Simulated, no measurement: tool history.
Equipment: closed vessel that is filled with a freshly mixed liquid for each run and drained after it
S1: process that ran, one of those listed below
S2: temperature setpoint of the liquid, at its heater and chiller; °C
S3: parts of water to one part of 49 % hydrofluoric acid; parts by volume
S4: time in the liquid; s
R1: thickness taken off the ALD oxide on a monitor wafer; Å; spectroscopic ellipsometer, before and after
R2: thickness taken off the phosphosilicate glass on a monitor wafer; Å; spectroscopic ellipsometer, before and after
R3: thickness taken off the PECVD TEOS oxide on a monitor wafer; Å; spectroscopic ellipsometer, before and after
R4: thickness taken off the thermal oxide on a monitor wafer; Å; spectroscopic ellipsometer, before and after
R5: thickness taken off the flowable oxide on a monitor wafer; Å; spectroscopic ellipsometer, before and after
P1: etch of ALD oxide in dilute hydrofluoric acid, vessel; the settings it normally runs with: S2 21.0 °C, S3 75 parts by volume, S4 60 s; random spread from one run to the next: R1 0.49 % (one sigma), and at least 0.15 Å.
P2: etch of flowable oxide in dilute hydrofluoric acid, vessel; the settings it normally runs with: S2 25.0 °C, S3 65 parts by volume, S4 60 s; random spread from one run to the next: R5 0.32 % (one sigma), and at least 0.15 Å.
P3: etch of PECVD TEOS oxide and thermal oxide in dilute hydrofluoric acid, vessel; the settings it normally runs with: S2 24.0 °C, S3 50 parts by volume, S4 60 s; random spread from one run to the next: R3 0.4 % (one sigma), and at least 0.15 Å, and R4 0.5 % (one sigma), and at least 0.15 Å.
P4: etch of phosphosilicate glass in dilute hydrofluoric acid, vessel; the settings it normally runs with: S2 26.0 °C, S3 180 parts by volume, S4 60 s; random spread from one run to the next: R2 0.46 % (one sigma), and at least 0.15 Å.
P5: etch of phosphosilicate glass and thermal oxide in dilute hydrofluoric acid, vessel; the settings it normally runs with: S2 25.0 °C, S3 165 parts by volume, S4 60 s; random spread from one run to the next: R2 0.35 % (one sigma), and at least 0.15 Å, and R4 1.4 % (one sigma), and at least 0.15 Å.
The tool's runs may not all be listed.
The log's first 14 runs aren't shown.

run    day  S1    S2   S3  S4       R1        R2      R3       R4      R5
 15  3.450  P4  31.5  180  60            250.920
 16  3.754  P1  21.0   75  60  167.010
 17  3.921  P5  25.0  165  35            414.280            9.922
 18  4.242  P1  21.0   75  95  262.120
 19  4.554  P1  21.0   20  60  672.350
 20  4.696  P3  24.0   50  30                     107.60   30.720
 21  4.988  P1  21.0  130  60   90.414
 22  5.196  P2  25.0   95  60                                      184.07
 23  5.467  P5  25.0   40  60           3438.900           81.195
 24  5.725  P3  24.0   50  60                     216.04   60.911
 25  6.012  P1  21.0   75  30   83.403
 26  6.329  P1  21.0   75  60  166.760
 27  6.571  P1  21.0   45  30  144.130
 28  6.800  P5  17.0  165  60            520.150           12.519
 29  6.967  P3  24.0   20  60                     561.70  159.700
 30  7.246  P1  21.0   75  60  167.450
 31  7.388  P1  21.0   75  60  166.190
 32  7.683  P1  21.0   75  60  159.950
 33  7.858  P1  21.0   75  60  158.720
 34  8.117  P1  21.0   75  60  155.690
 35  8.308  P1  21.0   75  60  155.420

Run 36 has not been measured yet. What should we expect?
 36  8.629  P1  21.0  75  60   ?

Run 36 produced R1 154.590 Å.
